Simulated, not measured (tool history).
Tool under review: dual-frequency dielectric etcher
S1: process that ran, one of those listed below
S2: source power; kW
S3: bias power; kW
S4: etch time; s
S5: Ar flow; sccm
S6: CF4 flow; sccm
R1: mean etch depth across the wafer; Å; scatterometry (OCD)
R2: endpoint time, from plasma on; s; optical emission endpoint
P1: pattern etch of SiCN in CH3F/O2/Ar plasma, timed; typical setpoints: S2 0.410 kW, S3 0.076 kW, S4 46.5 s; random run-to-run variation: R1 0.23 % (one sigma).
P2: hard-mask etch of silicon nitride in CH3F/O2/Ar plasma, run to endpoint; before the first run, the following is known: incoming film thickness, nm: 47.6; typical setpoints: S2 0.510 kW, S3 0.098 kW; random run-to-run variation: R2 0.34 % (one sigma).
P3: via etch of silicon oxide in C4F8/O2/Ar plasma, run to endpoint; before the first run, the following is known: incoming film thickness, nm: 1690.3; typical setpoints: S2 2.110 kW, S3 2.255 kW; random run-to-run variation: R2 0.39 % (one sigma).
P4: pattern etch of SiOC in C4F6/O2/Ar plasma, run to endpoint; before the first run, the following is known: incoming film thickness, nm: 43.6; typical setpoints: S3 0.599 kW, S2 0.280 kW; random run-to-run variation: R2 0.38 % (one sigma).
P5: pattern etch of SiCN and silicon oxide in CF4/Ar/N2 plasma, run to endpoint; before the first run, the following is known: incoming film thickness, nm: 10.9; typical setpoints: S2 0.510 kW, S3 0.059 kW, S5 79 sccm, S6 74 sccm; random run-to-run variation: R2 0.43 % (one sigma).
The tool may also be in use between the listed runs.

run     day  S1     S2     S3    S4  S5  S6      R1       R2
  1   0.488  P1  0.410  0.076  46.5          184.83
  2   0.867  P1  0.410  0.046  46.5          155.74
  3   1.171  P5  0.510  0.075        79  74           10.437
  4   1.396  P1  0.340  0.061  46.5          159.21
  5   1.646  P5  0.360  0.059        79  74           15.434
  6   2.067  P1  0.410  0.076  46.5          185.00
  7   2.321  P4  0.200  0.599                         18.144
  8   2.612  P3  2.110  2.255                        314.750
  9   3.017  P5  0.510  0.059        48  74           10.454
 10   3.392  P5  0.510  0.059        79  74           11.187
 11   3.788  P1  0.410  0.076  46.5          185.24
 12   4.117  P5  0.510  0.059        79  74           11.253
 13   4.546  P2  0.510  0.123                         51.789
 14   4.925  P5  0.510  0.059        79  94           10.842
 15   5.338  P3  2.110  1.331                        367.620
 16   5.621  P1  0.410  0.048  55.5          189.13
 17   6.008  P1  0.550  0.095  46.5          223.56
 18   6.312  P3  2.720  2.255                        286.020
 19   6.579  P1  0.410  0.076  26.0          103.23
 20   6.833  P1  0.410  0.076  46.5          185.77
 21   7.058  P1  0.410  0.094  46.5          199.85
 22   7.546  P4  0.280  0.392                         18.890
 23   8.033  P2  0.660  0.098                         51.149
 24   8.288  P1  0.410  0.076  46.5          185.15
 25   8.558  P1  0.290  0.076  46.5          162.92
 26   8.867  P1  0.410  0.076  46.5          185.31
 27   9.300  P2  0.510  0.098                         55.992
 28   9.675  P2  0.510  0.098                         56.119
 29  10.133  P4  0.280  0.599                         16.009
 30  10.412  P1  0.410  0.076  58.0          230.88
 31  10.900  P1  0.560  0.076  46.5          207.03
 32  11.238  P3  2.110  2.255                        313.420
 33  11.733  P1  0.410  0.076  46.5          184.71
 34  12.067  P1  0.410  0.076  46.5          183.47
 35  12.479  P1  0.410  0.076  46.5          183.08
 36  12.988  P1  0.410  0.076  46.5          182.18
     13.000  -- wet clean of the chamber
 37  13.433  P1  0.410  0.076  46.5          181.97
 38  13.762  P1  0.410  0.076  46.5          183.10
 39  14.112  P1  0.410  0.076  46.5          182.22
 40  14.500  P1  0.410  0.076  46.5          181.76
 41  14.854  P1  0.410  0.076  46.5          181.50

P1 has crept away from where it was. The log is fitted equally well by each of these 2 causes, at the sizes shown:
A: bias power that arrives under what is set, % = 4.64
B: source power that arrives under what is set, % = 4.4
The process output started creeping at around day 11.733.
Why every other cause is out:
chamber walls in a state that lowers the etch rate, %: serviced at day 13.000, which brought nothing back

The list below offers 4 check runs, each averaging the results of 2 wafers, and shows each result as a question mark. For which of them would the listed causes give clearly different results?
check 1  15.208  P5  0.510  0.059      79  74       ?
check 2  15.208  P3  2.110  2.255                   ?
check 3  15.208  P4  0.280  0.599                   ?
check 4  15.208  P2  0.510  0.098                   ?

Expected result of each check under each candidate cause:
  check  result     if A     if B
check 1      R2   11.379   11.677
check 2      R2  320.060  321.360
check 3      R2   16.407   16.374
check 4      R2   57.082   57.073
How far apart the two closest causes lie, in the result that separates them most: check 1 2.58 %; check 2 0.4 %; check 3 0.2 %; check 4 0.02 %
Check 1 is the one run that separates the causes; every other check would come out nearly the same whichever cause is at work.

The results of check 1 are: R2 11.359 s. Based on these, which of the listed causes is it?

The correct cause is A, namely: bias power that arrives under what is set, %.
